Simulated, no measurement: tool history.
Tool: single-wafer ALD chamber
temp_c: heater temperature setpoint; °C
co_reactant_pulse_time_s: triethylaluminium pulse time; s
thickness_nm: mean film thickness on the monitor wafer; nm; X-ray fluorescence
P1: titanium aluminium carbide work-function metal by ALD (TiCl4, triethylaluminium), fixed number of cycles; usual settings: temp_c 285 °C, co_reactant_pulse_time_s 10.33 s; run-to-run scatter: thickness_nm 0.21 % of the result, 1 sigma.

run,hour,temp_c,co_reactant_pulse_time_s,hours since the last thermocouple change,hours since the last triethylaluminium bottle change,thickness_nm
1,4.2,285,10.33,530.3,1110.2,1.8827
2,9.9,285,4.31,536,1115.9,1.5009
3,15.9,285,10.33,542,1121.9,1.8808
4,18.6,260,10.33,544.7,1124.6,1.6705
5,24.8,285,10.33,550.9,1130.8,1.8902
6,28.3,285,10.33,554.4,1134.3,1.8847
7,34.3,285,14.71,560.4,1140.3,1.9263
8,40.2,306,10.33,566.3,1146.2,2.0684
9,44.6,266,7.22,570.7,1150.6,1.6239
10,48,270,15.52,574.1,1154,1.795
11,53.1,285,10.33,579.2,1159.1,1.8797
12,59.1,266,14.34,585.2,1165.1,1.7524
13,64.6,285,10.33,590.7,1170.6,1.8851
14,69.4,285,10.33,595.5,1175.4,1.8657
15,73.7,285,10.33,599.8,1179.7,1.8587
16,77.5,285,10.33,603.6,1183.5,1.851
17,83.3,285,10.33,609.4,1189.3,1.8433
18,87.2,285,10.33,613.3,1193.2,1.8458
19,91.7,285,10.33,617.8,1197.7,1.8441
20,94.9,285,10.33,621,1200.9,1.8475

What P1 gives has crept away from where it was. These 2 causes fit the log equally well, each at the size given:
A: triethylaluminium dose below that of a fresh bottle (%) = 14.7
B: wafer temperature below the value expected at the setpoint (K) = 4.4
The creep began at about hour 64.6.

4 check runs are offered, one wafer each, their results left as question marks. Which one tells the causes apart?
check 1,98.1,261,10.33,,,?
check 2,98.1,304,10.33,,,?
check 3,98.1,268,10.33,,,?
check 4,98.1,285,5.92,,,?

What each check would give under each cause:
check,result,if A,if B
check 1,thickness_nm,1.6442,1.6411
check 2,thickness_nm,2.0063,2.009
check 3,thickness_nm,1.702,1.6998
check 4,thickness_nm,1.5976,1.6517
How far apart the two closest causes lie, in the result that separates them most: check 1 0.19 %; check 2 0.13 %; check 3 0.13 %; check 4 3.33 %
Only check 4 tells the causes apart: in the others they would give nearly the same result.

Check 4 was then run and gave: thickness_nm 1.6003 nm. Which cause is it?

It is A: triethylaluminium dose below that of a fresh bottle (%).
